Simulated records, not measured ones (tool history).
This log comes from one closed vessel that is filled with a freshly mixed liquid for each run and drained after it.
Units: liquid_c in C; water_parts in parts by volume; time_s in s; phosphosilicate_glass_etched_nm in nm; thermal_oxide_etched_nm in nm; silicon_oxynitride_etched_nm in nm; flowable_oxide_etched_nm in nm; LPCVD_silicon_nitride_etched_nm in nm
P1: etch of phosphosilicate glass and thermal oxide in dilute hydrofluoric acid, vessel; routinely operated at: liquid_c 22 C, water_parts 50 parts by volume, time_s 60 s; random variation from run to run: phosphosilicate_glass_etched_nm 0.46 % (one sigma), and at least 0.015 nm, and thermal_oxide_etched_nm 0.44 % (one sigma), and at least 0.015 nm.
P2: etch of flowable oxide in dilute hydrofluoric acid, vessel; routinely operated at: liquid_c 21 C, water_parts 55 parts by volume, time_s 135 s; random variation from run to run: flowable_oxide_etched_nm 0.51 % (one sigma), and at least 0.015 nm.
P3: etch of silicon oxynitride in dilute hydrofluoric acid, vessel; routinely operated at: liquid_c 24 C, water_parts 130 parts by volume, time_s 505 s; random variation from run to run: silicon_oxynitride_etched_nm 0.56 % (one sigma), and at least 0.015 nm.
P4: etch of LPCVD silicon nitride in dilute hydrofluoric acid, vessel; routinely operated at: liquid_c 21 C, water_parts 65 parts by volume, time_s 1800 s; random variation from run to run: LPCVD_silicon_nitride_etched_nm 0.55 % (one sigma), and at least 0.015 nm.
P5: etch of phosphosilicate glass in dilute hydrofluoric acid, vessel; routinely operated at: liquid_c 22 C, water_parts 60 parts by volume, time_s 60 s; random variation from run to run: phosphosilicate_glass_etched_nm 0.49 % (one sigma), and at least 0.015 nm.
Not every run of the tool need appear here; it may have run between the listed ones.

run,hour,process,liquid_c,water_parts,time_s,hours since the thermometer was replaced,hours since the hydrofluoric acid flow meter was replaced,phosphosilicate_glass_etched_nm,thermal_oxide_etched_nm,silicon_oxynitride_etched_nm,flowable_oxide_etched_nm,LPCVD_silicon_nitride_etched_nm
1,4.9,P1,22,50,60,1173.8,627.4,107.83,5.5165,,,
2,10.4,P3,24,50,505,1179.3,632.9,,,14.911,,
3,17,P1,17,50,60,1185.9,639.5,88.35,4.4215,,,
4,24.5,P2,17,55,135,1193.4,647,,,,49.115,
5,31.2,P1,22,50,60,1200.1,653.7,109.37,5.4753,,,
6,36.9,P1,22,75,60,1205.8,659.4,70.427,3.4737,,,
7,42.9,P5,17,60,60,1211.8,665.4,67.261,,,,
8,47.3,P5,22,60,60,1216.2,669.8,82.453,,,,
9,54,P1,22,50,60,1222.9,676.5,108.97,5.4979,,,
10,57.3,P1,22,20,60,1226.2,679.8,281.04,14.25,,,
11,60.8,P2,21,55,35,1229.7,683.3,,,,15.198,
# hour 61.4: thermometer replaced
12,65.1,P3,17,130,505,3.8,687.6,,,3.8392,,
13,70.4,P1,22,50,60,9.1,692.9,109.29,5.4662,,,
14,77.9,P1,22,50,115,16.6,700.4,207.41,10.478,,,
15,81.3,P5,22,85,60,20,703.8,56.588,,,,
16,85.6,P4,21,90,1800,24.3,708.1,,,,,8.1193
17,92.2,P4,21,65,30,30.9,714.7,,,,,0.16525
18,97.6,P5,22,60,95,36.3,720.1,131.76,,,,
# hour 102.4: hydrofluoric acid flow meter replaced
19,102.6,P4,29,65,1800,41.3,0.3,,,,,19.114
20,106.8,P3,24,130,125,45.5,4.5,,,1.3037,,
21,113.1,P2,21,55,135,51.8,10.8,,,,58.711,
22,120.5,P1,22,85,30,59.2,18.2,30.559,1.5675,,,
23,127.5,P2,21,20,135,66.2,25.2,,,,167.42,
24,134.5,P5,22,60,60,73.2,32.2,83.18,,,,
25,140.3,P3,24,130,505,79,38,,,5.3789,,
26,146.3,P1,22,50,30,85,44,54.534,2.7304,,,
27,150.4,P2,21,55,135,89.1,48.1,,,,57.728,
28,157.4,P1,29.5,50,60,96.1,55.1,147.61,7.4026,,,
29,162.5,P4,21,65,1800,101.2,60.2,,,,,11.165
30,169.7,P1,17,50,110,108.4,67.4,160.88,8.146,,,
31,177,P1,22,50,60,115.7,74.7,109.89,5.3992,,,
32,180.3,P1,22,50,60,119,78,109.04,5.4655,,,
33,187.6,P1,22,50,60,126.3,85.3,104.49,5.2419,,,
34,191.2,P1,22,50,60,129.9,88.9,103.24,5.1773,,,
35,197.8,P1,22,50,60,136.5,95.5,101.84,5.0732,,,
36,203,P1,22,50,60,141.7,100.7,100.15,5.0786,,,
37,207.4,P1,22,50,60,146.1,105.1,101.02,5.016,,,
38,213.2,P1,22,50,60,151.9,110.9,99.407,5.034,,,
39,217.7,P1,22,50,60,156.4,115.4,99.948,5.0101,,,
40,223.4,P1,22,50,60,162.1,121.1,100.22,5.0199,,,
41,229.7,P1,22,50,60,168.4,127.4,99.862,5.0121,,,

Compared with where it was, what P1 gives has crept away. Each cause listed below fits the log as well as the rest, at the size given for it:
A: hydrofluoric acid flow below the setpoint (%) = 7.86
B: liquid colder than its thermometer reads (K) = 2.07
Creep in the process output first set in at about hour 180.3.

Below are 4 check runs, each on a single wafer, with their results shown as question marks. Which of them would tell the listed causes apart, meaning the causes would give clearly different results under it?
check 1,236,P3,24,130,505,,,,,?,,
check 2,236,P2,21,55,135,,,,,,?,
check 3,236,P5,22,60,60,,,?,,,,
check 4,236,P4,21,65,1800,,,,,,,?

What every check run would give for each of its results, assuming each possible cause in turn:
check,result,if A,if B
check 1,silicon_oxynitride_etched_nm,4.9052,4.8749
check 2,flowable_oxide_etched_nm,53.528,53.523
check 3,phosphosilicate_glass_etched_nm,75.811,75.933
check 4,LPCVD_silicon_nitride_etched_nm,10.3,9.6709
Per check, the gap between the least separated pair of causes, taken in the result that splits them most: check 1 0.62 %; check 2 0.01 %; check 3 0.16 %; check 4 6.3 %
Check 4 is the one run that separates the causes; every other check would come out nearly the same whichever cause is at work.

After running check 4, the following was obtained: LPCVD_silicon_nitride_etched_nm 9.6248 nm. Which cause does this point to?

The correct cause is B, namely: liquid colder than its thermometer reads (K).
